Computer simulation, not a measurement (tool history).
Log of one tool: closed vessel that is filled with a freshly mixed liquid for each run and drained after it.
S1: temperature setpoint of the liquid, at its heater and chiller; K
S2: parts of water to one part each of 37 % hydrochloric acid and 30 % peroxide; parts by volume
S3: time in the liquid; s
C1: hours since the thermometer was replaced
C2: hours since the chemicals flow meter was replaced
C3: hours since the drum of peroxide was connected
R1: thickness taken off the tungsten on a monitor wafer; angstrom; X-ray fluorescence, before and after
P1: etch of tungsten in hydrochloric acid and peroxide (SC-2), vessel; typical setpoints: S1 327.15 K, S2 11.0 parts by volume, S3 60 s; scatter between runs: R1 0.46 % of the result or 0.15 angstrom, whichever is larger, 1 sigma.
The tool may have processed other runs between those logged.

Run 1, day 0.158: S1 327.15 K, S2 11.0 parts by volume, S3 60 s; C1 358.6; C2 1430.5; C3 1010.9. Result: R1 216.530 angstrom.
Run 2, day 0.342: S1 327.15 K, S2 4.0 parts by volume, S3 60 s; C1 363.0; C2 1434.9; C3 1015.3. Result: R1 470.410 angstrom.
Run 3, day 0.538: S1 327.15 K, S2 11.0 parts by volume, S3 60 s; C1 367.7; C2 1439.6; C3 1020.0. Result: R1 216.160 angstrom.
Run 4, day 0.692: S1 335.65 K, S2 11.0 parts by volume, S3 60 s; C1 371.4; C2 1443.3; C3 1023.7. Result: R1 371.130 angstrom.
Run 5, day 0.983: S1 311.15 K, S2 11.0 parts by volume, S3 60 s; C1 378.4; C2 1450.3; C3 1030.7. Result: R1 72.514 angstrom.
Run 6, day 1.275: S1 327.15 K, S2 11.0 parts by volume, S3 95 s; C1 385.4; C2 1457.3; C3 1037.7. Result: R1 344.010 angstrom.
Run 7, day 1.442: S1 342.15 K, S2 11.0 parts by volume, S3 110 s; C1 389.4; C2 1461.3; C3 1041.7. Result: R1 1006.500 angstrom.
Run 8, day 1.733: S1 327.15 K, S2 11.0 parts by volume, S3 60 s; C1 396.4; C2 1468.3; C3 1048.7. Result: R1 217.560 angstrom.
Run 9, day 1.971: S1 327.15 K, S2 19.0 parts by volume, S3 110 s; C1 402.1; C2 1474.0; C3 1054.4. Result: R1 246.040 angstrom.
Run 10, day 2.188: S1 327.15 K, S2 11.0 parts by volume, S3 60 s; C1 407.3; C2 1479.2; C3 1059.6. Result: R1 218.010 angstrom.
Run 11, day 2.479: S1 327.15 K, S2 11.0 parts by volume, S3 60 s; C1 414.3; C2 1486.2; C3 1066.6. Result: R1 218.350 angstrom.
Run 12, day 2.671: S1 327.15 K, S2 11.0 parts by volume, S3 60 s; C1 418.9; C2 1490.8; C3 1071.2. Result: R1 218.190 angstrom.
Run 13, day 2.858: S1 311.15 K, S2 11.0 parts by volume, S3 85 s; C1 423.4; C2 1495.3; C3 1075.7. Result: R1 103.290 angstrom.
Run 14, day 3.062: S1 327.15 K, S2 11.0 parts by volume, S3 30 s; C1 428.3; C2 1500.2; C3 1080.6. Result: R1 108.070 angstrom.
Run 15, day 3.225: S1 327.15 K, S2 19.5 parts by volume, S3 60 s; C1 432.2; C2 1504.1; C3 1084.5. Result: R1 129.980 angstrom.
Run 16, day 3.450: S1 327.15 K, S2 11.0 parts by volume, S3 60 s; C1 437.6; C2 1509.5; C3 1089.9. Result: R1 217.370 angstrom.
Run 17, day 3.662: S1 327.15 K, S2 11.0 parts by volume, S3 60 s; C1 442.7; C2 1514.6; C3 1095.0. Result: R1 221.890 angstrom.
Run 18, day 3.858: S1 327.15 K, S2 11.0 parts by volume, S3 60 s; C1 447.4; C2 1519.3; C3 1099.7. Result: R1 226.640 angstrom.
Run 19, day 4.004: S1 327.15 K, S2 11.0 parts by volume, S3 60 s; C1 450.9; C2 1522.8; C3 1103.2. Result: R1 227.750 angstrom.
Run 20, day 4.283: S1 327.15 K, S2 11.0 parts by volume, S3 60 s; C1 457.6; C2 1529.5; C3 1109.9. Result: R1 232.090 angstrom.
Run 21, day 4.508: S1 327.15 K, S2 11.0 parts by volume, S3 60 s; C1 463.0; C2 1534.9; C3 1115.3. Result: R1 233.710 angstrom.
Run 22, day 4.738: S1 327.15 K, S2 11.0 parts by volume, S3 60 s; C1 468.5; C2 1540.4; C3 1120.8. Result: R1 234.760 angstrom.
Run 23, day 4.938: S1 327.15 K, S2 11.0 parts by volume, S3 60 s; C1 473.3; C2 1545.2; C3 1125.6. Result: R1 234.640 angstrom.
Run 24, day 5.079: S1 327.15 K, S2 11.0 parts by volume, S3 60 s; C1 476.7; C2 1548.6; C3 1129.0. Result: R1 235.910 angstrom.
Run 25, day 5.338: S1 327.15 K, S2 11.0 parts by volume, S3 60 s; C1 482.9; C2 1554.8; C3 1135.2. Result: R1 234.170 angstrom.

What does the tool deliver on the next run?
Run 26, day 5.633: S1 327.15 K, S2 11.0 parts by volume, S3 60 s; C1 490.0; C2 1561.9; C3 1142.3. Result: R1 ?.

R1: 236.240 angstrom
